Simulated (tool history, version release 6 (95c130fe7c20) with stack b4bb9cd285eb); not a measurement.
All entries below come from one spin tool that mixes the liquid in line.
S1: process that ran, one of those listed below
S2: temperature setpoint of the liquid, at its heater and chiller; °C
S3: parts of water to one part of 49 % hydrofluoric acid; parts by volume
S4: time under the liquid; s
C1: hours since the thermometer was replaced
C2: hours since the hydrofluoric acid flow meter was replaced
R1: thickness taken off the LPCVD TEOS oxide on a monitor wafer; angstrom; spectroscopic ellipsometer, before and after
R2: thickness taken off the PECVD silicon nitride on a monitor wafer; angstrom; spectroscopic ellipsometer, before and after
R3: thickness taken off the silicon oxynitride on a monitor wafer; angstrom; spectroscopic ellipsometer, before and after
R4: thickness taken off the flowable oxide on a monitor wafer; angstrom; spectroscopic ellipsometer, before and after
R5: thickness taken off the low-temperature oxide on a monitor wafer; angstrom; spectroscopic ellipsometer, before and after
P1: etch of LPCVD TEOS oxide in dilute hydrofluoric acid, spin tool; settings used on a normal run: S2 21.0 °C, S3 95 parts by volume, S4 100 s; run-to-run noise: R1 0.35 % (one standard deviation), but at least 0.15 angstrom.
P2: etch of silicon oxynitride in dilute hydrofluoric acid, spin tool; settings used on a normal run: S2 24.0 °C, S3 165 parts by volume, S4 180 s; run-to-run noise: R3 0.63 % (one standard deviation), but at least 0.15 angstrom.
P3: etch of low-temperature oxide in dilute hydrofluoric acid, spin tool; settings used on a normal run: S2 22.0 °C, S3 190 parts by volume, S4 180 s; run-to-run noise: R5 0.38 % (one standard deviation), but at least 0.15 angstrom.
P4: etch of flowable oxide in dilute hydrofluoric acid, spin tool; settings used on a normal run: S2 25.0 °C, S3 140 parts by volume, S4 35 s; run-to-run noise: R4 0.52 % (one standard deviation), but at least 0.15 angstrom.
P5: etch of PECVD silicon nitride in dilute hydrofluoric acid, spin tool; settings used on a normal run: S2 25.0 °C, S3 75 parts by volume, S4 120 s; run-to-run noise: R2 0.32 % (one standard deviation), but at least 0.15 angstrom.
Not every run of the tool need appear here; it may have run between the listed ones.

| run | hour | S1 | S2 | S3 | S4 | C1 | C2 | R1 | R2 | R3 | R4 | R5 |
|---|---|---|---|---|---|---|---|---|---|---|---|---|
| 1 | 9.8 | P1 | 21.0 | 95 | 100 | 573.4 | 1692.0 | 242.020 |  |  |  |  |
| 2 | 16.9 | P1 | 21.0 | 95 | 15 | 580.5 | 1699.1 | 36.534 |  |  |  |  |
| 3 | 25.4 | P5 | 25.0 | 75 | 65 | 589.0 | 1707.6 |  | 52.840 |  |  |  |
| 4 | 30.1 | P2 | 24.0 | 55 | 180 | 593.7 | 1712.3 |  |  | 131.040 |  |  |
| 5 | 39.9 | P2 | 29.5 | 165 | 180 | 603.5 | 1722.1 |  |  | 50.749 |  |  |
|  | 43.6 | thermometer replaced |
| 6 | 47.1 | P1 | 21.0 | 30 | 100 | 3.5 | 1729.3 | 831.810 |  |  |  |  |
| 7 | 51.4 | P4 | 25.0 | 140 | 65 | 7.8 | 1733.6 |  |  |  | 304.61 |  |
| 8 | 56.5 | P1 | 27.0 | 95 | 100 | 12.9 | 1738.7 | 306.630 |  |  |  |  |
| 9 | 65.9 | P2 | 24.0 | 165 | 180 | 22.3 | 1748.1 |  |  | 39.724 |  |  |
| 10 | 74.1 | P1 | 21.0 | 175 | 100 | 30.5 | 1756.3 | 120.230 |  |  |  |  |
| 11 | 78.8 | P4 | 25.0 | 140 | 35 | 35.2 | 1761.0 |  |  |  | 163.90 |  |
| 12 | 84.8 | P4 | 25.0 | 70 | 35 | 41.2 | 1767.0 |  |  |  | 359.15 |  |
| 13 | 90.8 | P1 | 17.0 | 95 | 100 | 47.2 | 1773.0 | 204.920 |  |  |  |  |
| 14 | 99.7 | P1 | 21.0 | 95 | 145 | 56.1 | 1781.9 | 350.800 |  |  |  |  |
| 15 | 105.3 | P5 | 25.0 | 130 | 120 | 61.7 | 1787.5 |  | 56.781 |  |  |  |
| 16 | 113.0 | P5 | 25.0 | 75 | 120 | 69.4 | 1795.2 |  | 98.383 |  |  |  |
| 17 | 121.8 | P4 | 17.5 | 140 | 35 | 78.2 | 1804.0 |  |  |  | 121.75 |  |
| 18 | 130.7 | P3 | 22.0 | 190 | 180 | 87.1 | 1812.9 |  |  |  |  | 134.78 |
| 19 | 135.7 | P2 | 24.0 | 165 | 180 | 92.1 | 1817.9 |  |  | 38.812 |  |  |
| 20 | 140.8 | P5 | 20.0 | 75 | 120 | 97.2 | 1823.0 |  | 69.760 |  |  |  |
| 21 | 148.3 | P1 | 21.0 | 95 | 100 | 104.7 | 1830.5 | 242.240 |  |  |  |  |
| 22 | 154.2 | P3 | 17.0 | 190 | 180 | 110.6 | 1836.4 |  |  |  |  | 111.73 |
| 23 | 162.5 | P1 | 21.0 | 155 | 55 | 118.9 | 1844.7 | 75.803 |  |  |  |  |
| 24 | 170.1 | P3 | 22.0 | 190 | 345 | 126.5 | 1852.3 |  |  |  |  | 260.06 |
| 25 | 179.9 | P1 | 21.0 | 95 | 100 | 136.3 | 1862.1 | 241.980 |  |  |  |  |
| 26 | 189.9 | P1 | 21.0 | 95 | 100 | 146.3 | 1872.1 | 241.230 |  |  |  |  |
| 27 | 196.8 | P2 | 24.0 | 165 | 285 | 153.2 | 1879.0 |  |  | 62.640 |  |  |
| 28 | 204.5 | P5 | 25.0 | 75 | 120 | 160.9 | 1886.7 |  | 98.321 |  |  |  |
| 29 | 210.0 | P3 | 22.0 | 110 | 180 | 166.4 | 1892.2 |  |  |  |  | 255.89 |
| 30 | 216.7 | P1 | 21.0 | 95 | 100 | 173.1 | 1898.9 | 242.720 |  |  |  |  |
| 31 | 224.5 | P1 | 21.0 | 95 | 100 | 180.9 | 1906.7 | 242.800 |  |  |  |  |
| 32 | 234.1 | P1 | 21.0 | 95 | 100 | 190.5 | 1916.3 | 250.980 |  |  |  |  |
| 33 | 241.3 | P1 | 21.0 | 95 | 100 | 197.7 | 1923.5 | 253.780 |  |  |  |  |
| 34 | 249.0 | P1 | 21.0 | 95 | 100 | 205.4 | 1931.2 | 258.710 |  |  |  |  |
| 35 | 254.8 | P1 | 21.0 | 95 | 100 | 211.2 | 1937.0 | 257.620 |  |  |  |  |
| 36 | 259.7 | P1 | 21.0 | 95 | 100 | 216.1 | 1941.9 | 258.280 |  |  |  |  |
| 37 | 268.6 | P1 | 21.0 | 95 | 100 | 225.0 | 1950.8 | 258.680 |  |  |  |  |

What P1 gives has crept off from where it sat before. The 2 causes that follow fit the log equally well, each at the size noted:
A: hydrofluoric acid flow above the setpoint (%) = 6.08
B: liquid hotter than its thermometer reads (K) = 1.62
Creep in the process output first set in at about hour 224.5.

Below are 4 check runs, each on a single wafer, with their results shown as question marks. Which of them would tell the listed causes apart, meaning the causes would give clearly different results under it?
| check 1 | 277.5 | P3 | 22.0 | 190 | 180 |  |  |  |  |  |  | ? |
| check 2 | 277.5 | P4 | 25.0 | 140 | 35 |  |  |  |  |  | ? |  |
| check 3 | 277.5 | P2 | 24.0 | 165 | 180 |  |  |  |  | ? |  |  |
| check 4 | 277.5 | P5 | 25.0 | 75 | 120 |  |  |  | ? |  |  |  |

Expected result of each check under each candidate cause:
| check | result | if A | if B |
|---|---|---|---|
| check 1 | R5 | 144.77 | 143.43 |
| check 2 | R4 | 176.12 | 174.84 |
| check 3 | R3 | 42.245 | 42.526 |
| check 4 | R2 | 104.070 | 109.210 |
Smallest distance between any two causes, each pair judged by its most separating result, in per cent: check 1 0.94 %; check 2 0.73 %; check 3 0.66 %; check 4 4.82 %
Check 4 tells the causes apart: in the others they would give nearly the same result.

After running check 4, the following was obtained: R2 109.440 angstrom. Which cause does this point to?

B is the cause: liquid hotter than its thermometer reads (K).
